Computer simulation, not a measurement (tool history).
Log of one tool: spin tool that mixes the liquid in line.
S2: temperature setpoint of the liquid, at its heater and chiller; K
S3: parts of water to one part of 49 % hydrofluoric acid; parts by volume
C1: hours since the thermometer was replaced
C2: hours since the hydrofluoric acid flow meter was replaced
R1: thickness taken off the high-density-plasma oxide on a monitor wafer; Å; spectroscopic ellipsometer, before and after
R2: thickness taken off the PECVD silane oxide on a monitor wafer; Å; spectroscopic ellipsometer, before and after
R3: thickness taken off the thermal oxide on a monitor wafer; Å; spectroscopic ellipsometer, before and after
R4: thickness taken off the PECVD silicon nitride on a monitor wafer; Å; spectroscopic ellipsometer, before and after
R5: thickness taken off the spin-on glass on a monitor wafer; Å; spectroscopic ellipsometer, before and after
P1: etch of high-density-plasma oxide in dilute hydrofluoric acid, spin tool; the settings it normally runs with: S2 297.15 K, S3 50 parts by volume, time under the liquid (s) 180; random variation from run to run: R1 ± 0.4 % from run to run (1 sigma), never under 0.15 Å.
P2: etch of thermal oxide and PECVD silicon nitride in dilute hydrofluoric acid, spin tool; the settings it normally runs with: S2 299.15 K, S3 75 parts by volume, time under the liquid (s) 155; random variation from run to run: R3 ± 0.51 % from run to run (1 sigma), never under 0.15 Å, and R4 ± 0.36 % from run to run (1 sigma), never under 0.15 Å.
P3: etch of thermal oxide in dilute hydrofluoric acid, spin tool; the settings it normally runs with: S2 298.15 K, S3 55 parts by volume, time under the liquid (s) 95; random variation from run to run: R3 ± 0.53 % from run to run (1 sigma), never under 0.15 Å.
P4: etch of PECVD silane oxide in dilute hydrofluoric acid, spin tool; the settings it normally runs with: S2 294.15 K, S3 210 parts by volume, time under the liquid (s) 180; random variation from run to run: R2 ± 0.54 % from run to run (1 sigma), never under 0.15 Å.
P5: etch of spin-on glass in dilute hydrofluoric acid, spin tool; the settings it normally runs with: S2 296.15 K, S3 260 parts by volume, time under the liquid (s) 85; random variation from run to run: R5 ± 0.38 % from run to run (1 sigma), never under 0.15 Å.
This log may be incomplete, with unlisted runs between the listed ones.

{"run": 1, "hour": 12.6, "process that ran": "P1", "S2": 297.15, "S3": 50, "time under the liquid (s)": 180, "C1": 266.3, "C2": 957, "R1": 197.88}
{"run": 2, "hour": 23.7, "process that ran": "P4", "S2": 294.15, "S3": 70, "time under the liquid (s)": 180, "C1": 277.4, "C2": 968.1, "R2": 785.85}
{"run": 3, "hour": 34.3, "process that ran": "P2", "S2": 299.15, "S3": 75, "time under the liquid (s)": 155, "C1": 288, "C2": 978.7, "R3": 110.33, "R4": 67.051}
{"run": 4, "hour": 44.0, "process that ran": "P4", "S2": 294.15, "S3": 210, "time under the liquid (s)": 315, "C1": 297.7, "C2": 988.4, "R2": 392.38}
{"run": 5, "hour": 56.4, "process that ran": "P1", "S2": 297.15, "S3": 50, "time under the liquid (s)": 265, "C1": 310.1, "C2": 1000.8, "R1": 290.63}
{"run": 6, "hour": 73.0, "process that ran": "P5", "S2": 296.15, "S3": 260, "time under the liquid (s)": 15, "C1": 326.7, "C2": 1017.4, "R5": 15.629}
{"run": 7, "hour": 86.8, "process that ran": "P5", "S2": 296.15, "S3": 260, "time under the liquid (s)": 85, "C1": 340.5, "C2": 1031.2, "R5": 87.879}
{"run": 8, "hour": 102.0, "process that ran": "P1", "S2": 297.15, "S3": 50, "time under the liquid (s)": 60, "C1": 355.7, "C2": 1046.4, "R1": 66.235}
{"run": 9, "hour": 116.1, "process that ran": "P5", "S2": 296.15, "S3": 105, "time under the liquid (s)": 85, "C1": 369.8, "C2": 1060.5, "R5": 256.75}
{"run": 10, "hour": 129.3, "process that ran": "P2", "S2": 299.15, "S3": 20, "time under the liquid (s)": 155, "C1": 383, "C2": 1073.7, "R3": 456.25, "R4": 244.08}
{"run": 11, "hour": 143.3, "process that ran": "P2", "S2": 299.15, "S3": 75, "time under the liquid (s)": 300, "C1": 397, "C2": 1087.7, "R3": 215.18, "R4": 130.13}
{"run": 12, "hour": 157.2, "process that ran": "P3", "S2": 306.15, "S3": 55, "time under the liquid (s)": 95, "C1": 410.9, "C2": 1101.6, "R3": 118.58}
{"run": 13, "hour": 172.0, "process that ran": "P4", "S2": 294.15, "S3": 210, "time under the liquid (s)": 180, "C1": 425.7, "C2": 1116.4, "R2": 226.65}
{"run": 14, "hour": 179.7, "process that ran": "P4", "S2": 300.65, "S3": 210, "time under the liquid (s)": 180, "C1": 433.4, "C2": 1124.1, "R2": 284.05}
{"run": 15, "hour": 190.9, "process that ran": "P2", "S2": 307.15, "S3": 75, "time under the liquid (s)": 155, "C1": 444.6, "C2": 1135.3, "R3": 152.16, "R4": 111.2}
{"run": 16, "hour": 206.1, "process that ran": "P1", "S2": 292.65, "S3": 50, "time under the liquid (s)": 180, "C1": 459.8, "C2": 1150.5, "R1": 163.93}
{"run": 17, "hour": 218.3, "process that ran": "P1", "S2": 297.15, "S3": 90, "time under the liquid (s)": 180, "C1": 472, "C2": 1162.7, "R1": 104.16}
{"run": 18, "hour": 233.4, "process that ran": "P1", "S2": 304.15, "S3": 50, "time under the liquid (s)": 180, "C1": 487.1, "C2": 1177.8, "R1": 261.36}
{"run": 19, "hour": 245.5, "process that ran": "P1", "S2": 297.15, "S3": 20, "time under the liquid (s)": 35, "C1": 499.2, "C2": 1189.9, "R1": 100.76}
{"run": 20, "hour": 260.8, "process that ran": "P1", "S2": 297.15, "S3": 50, "time under the liquid (s)": 180, "C1": 514.5, "C2": 1205.2, "R1": 197.03}
{"run": 21, "hour": 277.1, "process that ran": "P5", "S2": 296.15, "S3": 260, "time under the liquid (s)": 85, "C1": 530.8, "C2": 1221.5, "R5": 88.277}
{"run": 22, "hour": 290.8, "process that ran": "P2", "S2": 299.15, "S3": 75, "time under the liquid (s)": 155, "C1": 544.5, "C2": 1235.2, "R3": 111.03, "R4": 67.145}
{"run": 23, "hour": 306.7, "process that ran": "P3", "S2": 298.15, "S3": 20, "time under the liquid (s)": 95, "C1": 560.4, "C2": 1251.1, "R3": 249.46}
{"run": 24, "hour": 315.8, "process that ran": "P3", "S2": 298.15, "S3": 55, "time under the liquid (s)": 95, "C1": 569.5, "C2": 1260.2, "R3": 86.723}
{"run": 25, "hour": 326.0, "process that ran": "P5", "S2": 301.15, "S3": 260, "time under the liquid (s)": 85, "C1": 579.7, "C2": 1270.4, "R5": 104.68}
{"run": 26, "hour": 341.0, "process that ran": "P1", "S2": 297.15, "S3": 50, "time under the liquid (s)": 180, "C1": 594.7, "C2": 1285.4, "R1": 198.79}
{"run": 27, "hour": 353.1, "process that ran": "P1", "S2": 297.15, "S3": 20, "time under the liquid (s)": 180, "C1": 606.8, "C2": 1297.5, "R1": 511.42}
{"run": 28, "hour": 360.6, "process that ran": "P3", "S2": 298.15, "S3": 55, "time under the liquid (s)": 180, "C1": 614.3, "C2": 1305, "R3": 164.68}
{"run": 29, "hour": 377.1, "process that ran": "P1", "S2": 297.15, "S3": 50, "time under the liquid (s)": 180, "C1": 630.8, "C2": 1321.5, "R1": 197.87}
{"run": 30, "hour": 393.5, "process that ran": "P1", "S2": 297.15, "S3": 50, "time under the liquid (s)": 180, "C1": 647.2, "C2": 1337.9, "R1": 197.42}
{"run": 31, "hour": 405.6, "process that ran": "P1", "S2": 297.15, "S3": 50, "time under the liquid (s)": 180, "C1": 659.3, "C2": 1350, "R1": 198.79}
{"run": 32, "hour": 418.5, "process that ran": "P1", "S2": 297.15, "S3": 50, "time under the liquid (s)": 180, "C1": 672.2, "C2": 1362.9, "R1": 201.94}
{"run": 33, "hour": 432.8, "process that ran": "P1", "S2": 297.15, "S3": 50, "time under the liquid (s)": 180, "C1": 686.5, "C2": 1377.2, "R1": 205.56}
{"run": 34, "hour": 443.9, "process that ran": "P1", "S2": 297.15, "S3": 50, "time under the liquid (s)": 180, "C1": 697.6, "C2": 1388.3, "R1": 206.41}
{"run": 35, "hour": 460.0, "process that ran": "P1", "S2": 297.15, "S3": 50, "time under the liquid (s)": 180, "C1": 713.7, "C2": 1404.4, "R1": 206.87}
{"run": 36, "hour": 475.7, "process that ran": "P1", "S2": 297.15, "S3": 50, "time under the liquid (s)": 180, "C1": 729.4, "C2": 1420.1, "R1": 208.92}
{"run": 37, "hour": 487.0, "process that ran": "P1", "S2": 297.15, "S3": 50, "time under the liquid (s)": 180, "C1": 740.7, "C2": 1431.4, "R1": 209.42}
{"run": 38, "hour": 497.5, "process that ran": "P1", "S2": 297.15, "S3": 50, "time under the liquid (s)": 180, "C1": 751.2, "C2": 1441.9, "R1": 209.83}
{"run": 39, "hour": 510.5, "process that ran": "P1", "S2": 297.15, "S3": 50, "time under the liquid (s)": 180, "C1": 764.2, "C2": 1454.9, "R1": 210.17}
{"run": 40, "hour": 518.6, "process that ran": "P1", "S2": 297.15, "S3": 50, "time under the liquid (s)": 180, "C1": 772.3, "C2": 1463, "R1": 209.73}
{"run": 41, "hour": 533.1, "process that ran": "P1", "S2": 297.15, "S3": 50, "time under the liquid (s)": 180, "C1": 786.8, "C2": 1477.5, "R1": 211.45}
{"run": 42, "hour": 548.0, "process that ran": "P1", "S2": 297.15, "S3": 50, "time under the liquid (s)": 180, "C1": 801.7, "C2": 1492.4, "R1": 210.24}

P1 has crept away from where it was. The log is fitted equally well by each of these 2 causes, at the sizes shown:
A: hydrofluoric acid flow above the setpoint (%) = 6.03
B: liquid hotter than its thermometer reads (K) = 1.53
Creep in the process output first set in at about hour 405.6.

The check runs listed below each take one wafer, and their results are still question marks. Under which run would the listed causes lead to clearly different results?
{"run": "check 1", "hour": 562.9, "process that ran": "P3", "S2": 298.15, "S3": 20, "time under the liquid (s)": 180, "R3": "?"}
{"run": "check 2", "hour": 562.9, "process that ran": "P2", "S2": 307.15, "S3": 75, "time under the liquid (s)": 155, "R3": "?", "R4": "?"}
{"run": "check 3", "hour": 562.9, "process that ran": "P4", "S2": 294.15, "S3": 140, "time under the liquid (s)": 180, "R2": "?"}
{"run": "check 4", "hour": 562.9, "process that ran": "P5", "S2": 296.15, "S3": 125, "time under the liquid (s)": 85, "R5": "?"}

Predicted outcomes, by check and by cause:
check=check_1 result=R3 if_A=503.56 if_B=505.32
check=check_2 result=R3 if_A=162.29 if_B=160.79
check=check_2 result=R4 if_A=118.99 if_B=123.17
check=check_3 result=R2 if_A=389.4 if_B=386.7
check=check_4 result=R5 if_A=226.92 if_B=225.3
Distance between the nearest two causes, measured in the result of the check that separates them most: check 1 0.35 %; check 2 3.46 %; check 3 0.7 %; check 4 0.72 %
Only check 2 tells the causes apart: in the others they would give nearly the same result.

Check 2 was then run and gave: R3 161.29 Å; R4 123.12 Å. Which cause is it?

The cause is B: liquid hotter than its thermometer reads (K).

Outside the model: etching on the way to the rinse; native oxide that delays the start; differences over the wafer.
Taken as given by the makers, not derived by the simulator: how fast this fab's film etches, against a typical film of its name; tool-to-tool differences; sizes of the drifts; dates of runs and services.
